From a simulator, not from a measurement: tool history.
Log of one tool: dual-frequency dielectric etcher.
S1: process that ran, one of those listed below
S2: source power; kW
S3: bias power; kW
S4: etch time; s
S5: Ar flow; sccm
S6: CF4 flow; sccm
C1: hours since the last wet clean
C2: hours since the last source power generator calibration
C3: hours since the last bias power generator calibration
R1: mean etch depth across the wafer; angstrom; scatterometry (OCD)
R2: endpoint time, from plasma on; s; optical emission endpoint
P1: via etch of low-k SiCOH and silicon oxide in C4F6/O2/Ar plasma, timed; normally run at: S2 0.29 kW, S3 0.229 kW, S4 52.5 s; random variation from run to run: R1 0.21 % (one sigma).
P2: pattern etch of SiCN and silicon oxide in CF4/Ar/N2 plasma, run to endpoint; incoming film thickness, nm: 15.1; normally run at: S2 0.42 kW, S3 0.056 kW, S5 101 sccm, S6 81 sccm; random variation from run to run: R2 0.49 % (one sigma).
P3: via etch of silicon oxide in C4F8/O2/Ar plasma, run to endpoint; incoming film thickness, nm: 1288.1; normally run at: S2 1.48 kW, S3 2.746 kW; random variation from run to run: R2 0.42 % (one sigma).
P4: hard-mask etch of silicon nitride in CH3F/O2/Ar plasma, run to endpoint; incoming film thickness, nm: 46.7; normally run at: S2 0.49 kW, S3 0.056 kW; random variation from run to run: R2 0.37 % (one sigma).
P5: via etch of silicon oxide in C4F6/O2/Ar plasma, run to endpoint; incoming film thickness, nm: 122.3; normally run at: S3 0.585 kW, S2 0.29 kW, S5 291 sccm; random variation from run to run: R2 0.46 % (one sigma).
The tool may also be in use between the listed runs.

run,hour,S1,S2,S3,S4,S5,S6,C1,C2,C3,R1,R2
1,9.1,P1,0.29,0.229,52.5,,,408.1,3296.2,2228.6,1404.6,
2,21.5,P4,0.6,0.056,,,,420.5,3308.6,2241,,64.052
3,35.3,P1,0.29,0.229,52.5,,,434.3,3322.4,2254.8,1410.4,
# hour 41: bias power generator calibrated
4,49.2,P1,0.36,0.229,31.5,,,448.2,3336.3,8.2,915.85,
5,58.4,P1,0.29,0.175,52.5,,,457.4,3345.5,17.4,1285.8,
6,69.4,P5,0.24,0.585,,291,,468.4,3356.5,28.4,,29.795
7,78.7,P1,0.29,0.229,52.5,,,477.7,3365.8,37.7,1405.2,
8,86.2,P2,0.42,0.056,,101,81,485.2,3373.3,45.2,,19.473
9,99.3,P1,0.29,0.16,42,,,498.3,3386.4,58.3,1002.7,
10,106.2,P3,1.48,2.746,,,,505.2,3393.3,65.2,,251.73
11,117.7,P2,0.42,0.039,,101,81,516.7,3404.8,76.7,,21.942
12,130.7,P4,0.49,0.079,,,,529.7,3417.8,89.7,,62.048
13,140.9,P2,0.42,0.056,,62,81,539.9,3428,99.9,,18.201
14,151.1,P5,0.29,0.83,,291,,550.1,3438.2,110.1,,24.219
15,159.2,P1,0.29,0.229,39,,,558.2,3446.3,118.2,1044.5,
16,170,P1,0.29,0.296,52.5,,,569,3457.1,129,1531.4,
17,178.3,P1,0.29,0.229,66,,,577.3,3465.4,137.3,1764.3,
18,188,P4,0.49,0.056,,,,587,3475.1,147,,69.942
19,200.3,P1,0.36,0.229,52.5,,,599.3,3487.4,159.3,1524,
20,212.1,P1,0.29,0.229,52.5,,,611.1,3499.2,171.1,1408.9,
21,223.7,P3,1.48,1.977,,,,622.7,3510.8,182.7,,277.8
22,236.7,P1,0.29,0.229,52.5,,,635.7,3523.8,195.7,1405.5,
23,246.5,P1,0.29,0.229,52.5,,,645.5,3533.6,205.5,1411.9,
24,255.6,P2,0.42,0.056,,101,81,654.6,3542.7,214.6,,19.703
25,266.5,P1,0.29,0.278,64,,,665.5,3553.6,225.5,1834,
26,275.8,P2,0.42,0.056,,101,112,674.8,3562.9,234.8,,18.533
27,283,P5,0.29,0.585,,347,,682,3570.1,242,,28.052
28,289.8,P1,0.29,0.229,52.5,,,688.8,3576.9,248.8,1408.1,
29,297.7,P5,0.29,0.585,,291,,696.7,3584.8,256.7,,27.682
30,307.3,P2,0.31,0.056,,101,81,706.3,3594.4,266.3,,25.488
# hour 308.2: source power generator calibrated
31,318.7,P5,0.29,0.585,,291,,717.7,10.6,277.7,,27.629
32,327.9,P1,0.2,0.229,52.5,,,726.9,19.8,286.9,1222.5,
33,339.2,P3,0.91,2.746,,,,738.2,31.1,298.2,,305.75
34,347.6,P1,0.29,0.229,52.5,,,746.6,39.5,306.6,1411.5,
35,354.3,P1,0.29,0.229,52.5,,,753.3,46.2,313.3,1409.6,
36,366,P1,0.29,0.229,52.5,,,765,57.9,325,1420.1,
37,376.6,P1,0.29,0.229,52.5,,,775.6,68.5,335.6,1421,
38,389.8,P1,0.29,0.229,52.5,,,788.8,81.7,348.8,1423.8,
39,397.4,P1,0.29,0.229,52.5,,,796.4,89.3,356.4,1431.3,
40,408.4,P1,0.29,0.229,52.5,,,807.4,100.3,367.4,1432.9,
# hour 413.5: wet clean of the chamber
41,420.9,P1,0.29,0.229,52.5,,,7.4,112.8,379.9,1426.8,

Forecast run 42:
42,433.1,P1,0.29,0.229,52.5,,,19.6,125,392.1,?,

R1: 1429.6 angstrom
